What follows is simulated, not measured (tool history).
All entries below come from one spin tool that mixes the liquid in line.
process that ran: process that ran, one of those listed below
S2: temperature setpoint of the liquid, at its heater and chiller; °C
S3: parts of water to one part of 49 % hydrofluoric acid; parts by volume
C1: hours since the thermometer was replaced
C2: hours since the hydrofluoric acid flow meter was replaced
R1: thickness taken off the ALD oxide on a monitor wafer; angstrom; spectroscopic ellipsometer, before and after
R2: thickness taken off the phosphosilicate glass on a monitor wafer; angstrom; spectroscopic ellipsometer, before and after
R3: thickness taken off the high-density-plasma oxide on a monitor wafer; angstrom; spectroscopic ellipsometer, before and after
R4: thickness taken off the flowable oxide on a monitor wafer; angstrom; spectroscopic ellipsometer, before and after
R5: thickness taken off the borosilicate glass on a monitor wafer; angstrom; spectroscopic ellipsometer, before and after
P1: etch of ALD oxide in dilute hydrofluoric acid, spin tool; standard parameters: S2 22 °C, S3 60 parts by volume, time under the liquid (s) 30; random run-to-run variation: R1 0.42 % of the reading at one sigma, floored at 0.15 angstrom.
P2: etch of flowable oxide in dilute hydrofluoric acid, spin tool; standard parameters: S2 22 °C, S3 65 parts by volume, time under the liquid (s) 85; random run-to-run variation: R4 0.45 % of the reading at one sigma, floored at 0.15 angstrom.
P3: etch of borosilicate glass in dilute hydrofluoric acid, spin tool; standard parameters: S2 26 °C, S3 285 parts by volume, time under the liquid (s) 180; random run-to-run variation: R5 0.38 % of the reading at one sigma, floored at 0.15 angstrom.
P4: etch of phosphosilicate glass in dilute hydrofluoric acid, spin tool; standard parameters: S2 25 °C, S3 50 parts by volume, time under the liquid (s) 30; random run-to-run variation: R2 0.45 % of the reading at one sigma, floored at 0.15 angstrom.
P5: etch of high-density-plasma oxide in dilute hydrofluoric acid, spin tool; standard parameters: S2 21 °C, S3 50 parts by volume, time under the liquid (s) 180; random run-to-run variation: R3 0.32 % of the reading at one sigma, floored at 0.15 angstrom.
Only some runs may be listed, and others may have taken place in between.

{"run": 1, "hour": 8.7, "process that ran": "P1", "S2": 22, "S3": 60, "time under the liquid (s)": 30, "C1": 165.7, "C2": 708.3, "R1": 157.16}
{"run": 2, "hour": 18.2, "process that ran": "P4", "S2": 25, "S3": 20, "time under the liquid (s)": 30, "C1": 175.2, "C2": 717.8, "R2": 2007.1}
{"run": 3, "hour": 31.5, "process that ran": "P5", "S2": 17, "S3": 50, "time under the liquid (s)": 180, "C1": 188.5, "C2": 731.1, "R3": 141.43}
{"run": 4, "hour": 41.5, "process that ran": "P1", "S2": 22, "S3": 35, "time under the liquid (s)": 30, "C1": 198.5, "C2": 741.1, "R1": 278.31}
{"run": 5, "hour": 54.5, "process that ran": "P1", "S2": 17, "S3": 60, "time under the liquid (s)": 30, "C1": 211.5, "C2": 754.1, "R1": 128.46}
{"run": 6, "hour": 68.2, "process that ran": "P1", "S2": 22, "S3": 60, "time under the liquid (s)": 50, "C1": 225.2, "C2": 767.8, "R1": 263.63}
{"run": 7, "hour": 80.7, "process that ran": "P1", "S2": 22, "S3": 60, "time under the liquid (s)": 30, "C1": 237.7, "C2": 780.3, "R1": 157.15}
{"run": 8, "hour": 98.2, "process that ran": "P1", "S2": 22, "S3": 60, "time under the liquid (s)": 15, "C1": 255.2, "C2": 797.8, "R1": 78.995}
{"run": 9, "hour": 109.3, "process that ran": "P2", "S2": 22, "S3": 65, "time under the liquid (s)": 155, "C1": 266.3, "C2": 808.9, "R4": 648.7}
{"run": 10, "hour": 120.9, "process that ran": "P3", "S2": 26, "S3": 100, "time under the liquid (s)": 180, "C1": 277.9, "C2": 820.5, "R5": 323.44}
{"run": 11, "hour": 136.7, "process that ran": "P4", "S2": 33, "S3": 50, "time under the liquid (s)": 30, "C1": 293.7, "C2": 836.3, "R2": 1050.0}
{"run": 12, "hour": 146.4, "process that ran": "P1", "S2": 22, "S3": 60, "time under the liquid (s)": 30, "C1": 303.4, "C2": 846.0, "R1": 158.53}
{"run": 13, "hour": 158.4, "process that ran": "P2", "S2": 22, "S3": 65, "time under the liquid (s)": 85, "C1": 315.4, "C2": 858.0, "R4": 354.71}
{"run": 14, "hour": 170.7, "process that ran": "P3", "S2": 26, "S3": 285, "time under the liquid (s)": 180, "C1": 327.7, "C2": 870.3, "R5": 90.711}
{"run": 15, "hour": 182.6, "process that ran": "P2", "S2": 22, "S3": 20, "time under the liquid (s)": 85, "C1": 339.6, "C2": 882.2, "R4": 1211.7}
{"run": 16, "hour": 194.8, "process that ran": "P5", "S2": 21, "S3": 50, "time under the liquid (s)": 180, "C1": 351.8, "C2": 894.4, "R3": 167.68}
{"run": 17, "hour": 210.4, "process that ran": "P3", "S2": 33, "S3": 285, "time under the liquid (s)": 180, "C1": 367.4, "C2": 910.0, "R5": 114.77}
{"run": 18, "hour": 218.3, "process that ran": "P3", "S2": 26, "S3": 285, "time under the liquid (s)": 180, "C1": 375.3, "C2": 917.9, "R5": 92.107}
{"run": 19, "hour": 228.7, "process that ran": "P5", "S2": 21, "S3": 50, "time under the liquid (s)": 15, "C1": 385.7, "C2": 928.3, "R3": 14.1}
{"run": 20, "hour": 244.7, "process that ran": "P4", "S2": 25, "S3": 50, "time under the liquid (s)": 30, "C1": 401.7, "C2": 944.3, "R2": 770.62}
{"run": 21, "hour": 257.1, "process that ran": "P5", "S2": 21, "S3": 25, "time under the liquid (s)": 180, "C1": 414.1, "C2": 956.7, "R3": 345.34}
{"run": 22, "hour": 268.3, "process that ran": "P3", "S2": 26, "S3": 285, "time under the liquid (s)": 360, "C1": 425.3, "C2": 967.9, "R5": 183.96}
{"run": 23, "hour": 279.1, "process that ran": "P4", "S2": 25, "S3": 50, "time under the liquid (s)": 15, "C1": 436.1, "C2": 978.7, "R2": 386.02}
{"hour": 285.9, "done": "thermometer replaced"}
{"run": 24, "hour": 292.0, "process that ran": "P1", "S2": 22, "S3": 105, "time under the liquid (s)": 30, "C1": 6.2, "C2": 991.6, "R1": 85.349}
{"run": 25, "hour": 301.0, "process that ran": "P5", "S2": 21, "S3": 50, "time under the liquid (s)": 180, "C1": 15.2, "C2": 1000.6, "R3": 166.97}
{"run": 26, "hour": 318.1, "process that ran": "P1", "S2": 22, "S3": 60, "time under the liquid (s)": 30, "C1": 32.3, "C2": 1017.7, "R1": 157.34}
{"run": 27, "hour": 327.3, "process that ran": "P2", "S2": 17, "S3": 65, "time under the liquid (s)": 85, "C1": 41.5, "C2": 1026.9, "R4": 288.32}
{"run": 28, "hour": 341.1, "process that ran": "P1", "S2": 28, "S3": 60, "time under the liquid (s)": 30, "C1": 55.3, "C2": 1040.7, "R1": 201.03}
{"run": 29, "hour": 353.2, "process that ran": "P1", "S2": 22, "S3": 60, "time under the liquid (s)": 30, "C1": 67.4, "C2": 1052.8, "R1": 157.05}
{"run": 30, "hour": 368.1, "process that ran": "P1", "S2": 27, "S3": 95, "time under the liquid (s)": 30, "C1": 82.3, "C2": 1067.7, "R1": 115.54}
{"run": 31, "hour": 378.1, "process that ran": "P1", "S2": 22, "S3": 60, "time under the liquid (s)": 30, "C1": 92.3, "C2": 1077.7, "R1": 157.93}
{"run": 32, "hour": 385.7, "process that ran": "P1", "S2": 22, "S3": 60, "time under the liquid (s)": 30, "C1": 99.9, "C2": 1085.3, "R1": 157.11}
{"run": 33, "hour": 393.6, "process that ran": "P1", "S2": 22, "S3": 60, "time under the liquid (s)": 30, "C1": 107.8, "C2": 1093.2, "R1": 165.18}
{"run": 34, "hour": 402.9, "process that ran": "P1", "S2": 22, "S3": 60, "time under the liquid (s)": 30, "C1": 117.1, "C2": 1102.5, "R1": 166.8}
{"run": 35, "hour": 410.8, "process that ran": "P1", "S2": 22, "S3": 60, "time under the liquid (s)": 30, "C1": 125.0, "C2": 1110.4, "R1": 169.49}
{"run": 36, "hour": 420.5, "process that ran": "P1", "S2": 22, "S3": 60, "time under the liquid (s)": 30, "C1": 134.7, "C2": 1120.1, "R1": 171.55}
{"run": 37, "hour": 430.4, "process that ran": "P1", "S2": 22, "S3": 60, "time under the liquid (s)": 30, "C1": 144.6, "C2": 1130.0, "R1": 172.81}
{"run": 38, "hour": 442.3, "process that ran": "P1", "S2": 22, "S3": 60, "time under the liquid (s)": 30, "C1": 156.5, "C2": 1141.9, "R1": 172.52}

What P1 gives has crept off from where it sat before. The 2 causes that follow fit the log equally well, each at the size noted:
A: hydrofluoric acid flow above the setpoint (%) = 8.84
B: liquid hotter than its thermometer reads (K) = 2.21
Onset of the creep was near hour 385.7.

The check runs listed below each take one wafer, and their results are still question marks. Under which run would the listed causes lead to clearly different results?
{"run": "check 1", "hour": 454.2, "process that ran": "P5", "S2": 21, "S3": 50, "time under the liquid (s)": 180, "R3": "?"}
{"run": "check 2", "hour": 454.2, "process that ran": "P3", "S2": 26, "S3": 285, "time under the liquid (s)": 180, "R5": "?"}
{"run": "check 3", "hour": 454.2, "process that ran": "P2", "S2": 22, "S3": 65, "time under the liquid (s)": 85, "R4": "?"}
{"run": "check 4", "hour": 454.2, "process that ran": "P4", "S2": 25, "S3": 50, "time under the liquid (s)": 30, "R2": "?"}

If the cause were each of the candidates in turn, the checks would give the following:
check=check_1 result=R3 if_A=183.63 if_B=184.12
check=check_2 result=R5 if_A=102.100 if_B=98.660
check=check_3 result=R4 if_A=389.72 if_B=389.43
check=check_4 result=R2 if_A=842.79 if_B=842.13
Gap, in per cent, between the two causes that each check separates least, read from the result that separates them most: check 1 0.26 %; check 2 3.43 %; check 3 0.07 %; check 4 0.08 %
Check 2 is the one run that separates the causes; every other check would come out nearly the same whichever cause is at work.

After running check 2, the following was obtained: R5 98.764 angstrom. Which cause does this point to?

It is B: liquid hotter than its thermometer reads (K).

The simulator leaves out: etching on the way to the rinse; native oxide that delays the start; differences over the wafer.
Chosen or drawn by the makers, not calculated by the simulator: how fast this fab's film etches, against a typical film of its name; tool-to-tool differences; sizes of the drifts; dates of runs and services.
